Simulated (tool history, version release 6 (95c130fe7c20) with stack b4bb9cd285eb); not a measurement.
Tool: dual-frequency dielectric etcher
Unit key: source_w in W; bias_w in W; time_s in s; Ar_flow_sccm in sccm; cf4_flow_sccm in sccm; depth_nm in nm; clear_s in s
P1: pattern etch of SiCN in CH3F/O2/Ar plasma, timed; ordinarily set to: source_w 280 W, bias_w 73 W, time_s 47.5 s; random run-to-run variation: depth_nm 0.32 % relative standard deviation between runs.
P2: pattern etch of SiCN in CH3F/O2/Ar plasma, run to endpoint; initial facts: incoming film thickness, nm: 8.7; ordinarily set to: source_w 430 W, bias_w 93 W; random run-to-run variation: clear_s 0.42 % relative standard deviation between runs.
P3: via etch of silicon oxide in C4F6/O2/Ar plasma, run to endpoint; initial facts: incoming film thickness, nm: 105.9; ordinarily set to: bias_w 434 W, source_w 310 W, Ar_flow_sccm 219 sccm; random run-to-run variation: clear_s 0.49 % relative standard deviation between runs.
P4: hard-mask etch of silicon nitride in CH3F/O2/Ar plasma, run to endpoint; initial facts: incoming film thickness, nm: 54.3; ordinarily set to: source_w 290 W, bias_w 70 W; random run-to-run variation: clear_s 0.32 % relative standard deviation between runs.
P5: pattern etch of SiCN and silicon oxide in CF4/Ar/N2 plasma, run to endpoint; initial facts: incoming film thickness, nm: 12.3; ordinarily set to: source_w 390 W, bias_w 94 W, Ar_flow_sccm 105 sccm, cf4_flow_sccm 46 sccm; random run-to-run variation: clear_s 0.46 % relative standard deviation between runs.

run	hour	process	source_w	bias_w	time_s	Ar_flow_sccm	cf4_flow_sccm	depth_nm	clear_s
1	7.3	P1	280	73	47.5			15.8520	
2	16.1	P5	550	94		105	46		11.877
3	22.6	P4	290	70					87.573
4	30.9	P2	430	93					20.400
5	36.3	P1	280	45	47.5			13.3280	
6	44.4	P3	310	434		145			24.962
7	48.8	P5	390	94		76	46		15.442
8	54.5	P1	350	73	67.0			24.0610	
9	61.8	P1	280	73	47.5			15.8360	
10	69.8	P5	390	94		105	46		16.159
11	77.6	P1	220	73	47.5			14.4380	
12	82.6	P1	280	73	32.5			10.8190	
13	88.6	P4	380	70					79.235
14	95.6	P3	180	434		219			32.034
15	100.6	P1	280	73	47.5			15.8120	
16	106.2	P1	280	73	68.0			22.5580	
17	114.2	P2	430	93					20.569
18	123.6	P5	390	94		105	64		15.352
19	132.5	P1	280	53	26.5			7.8821	
20	142.2	P1	340	73	47.5			17.0140	
21	150.5	P5	390	74		105	46		17.585
22	160.0	P1	280	73	47.5			15.8010	
23	169.7	P1	280	73	47.5			15.7660	
24	175.2	P1	280	90	47.5			16.9770	
25	183.5	P4	290	52					96.649
26	190.8	P3	310	434		219			25.993
27	198.3	P3	310	434		219			26.173
28	207.8	P2	430	62					23.527
29	214.6	P2	250	93					24.856
30	221.8	P3	310	542		219			23.748
31	231.3	P1	280	73	47.5			15.7840	
32	236.6	P1	280	73	47.5			15.5790	
33	244.9	P1	280	73	47.5			15.6060	
34	250.3	P1	280	73	47.5			15.5000	
# hour 256.0: wet clean of the chamber
35	257.4	P1	280	73	47.5			15.5350	
36	262.0	P1	280	73	47.5			15.5250	
37	268.9	P1	280	73	47.5			15.5100	

The output of P1 has drifted from where it used to be. Each of the 2 causes below, taken at the size shown beside it, accounts for the log equally well:
A: source power that arrives under what is set, % = 4.26
B: bias power that arrives under what is set, % = 4.38
The gradual shift began around hour 231.3.
Every other cause this tool's parts could produce, and why it does not fit the log:
chamber walls in a state that lowers the etch rate, %: work on it at hour 256.0, done after the drift set in, did not restore what the process gave before

4 check runs are offered, each on 3 wafers whose results are averaged, their results left as question marks. Which one tells the causes apart?
check 1	275.8	P3	210	434		150			?
check 2	275.8	P2	280	93					?
check 3	275.8	P5	520	94		105	58		?
check 4	275.8	P4	370	70					?

What each check would give under each cause:
check	result	if A	if B
check 1	clear_s	29.292	29.318
check 2	clear_s	24.270	24.293
check 3	clear_s	12.592	12.321
check 4	clear_s	81.114	81.014
Gap, in per cent, between the two causes that each check separates least, read from the result that separates them most: check 1 0.09 %; check 2 0.1 %; check 3 2.17 %; check 4 0.12 %
Check 3 tells the causes apart: in the others they would give nearly the same result.

Check 3 was then run and gave: clear_s 12.545 s. Which cause is it?

The correct cause is A, namely: source power that arrives under what is set, %.

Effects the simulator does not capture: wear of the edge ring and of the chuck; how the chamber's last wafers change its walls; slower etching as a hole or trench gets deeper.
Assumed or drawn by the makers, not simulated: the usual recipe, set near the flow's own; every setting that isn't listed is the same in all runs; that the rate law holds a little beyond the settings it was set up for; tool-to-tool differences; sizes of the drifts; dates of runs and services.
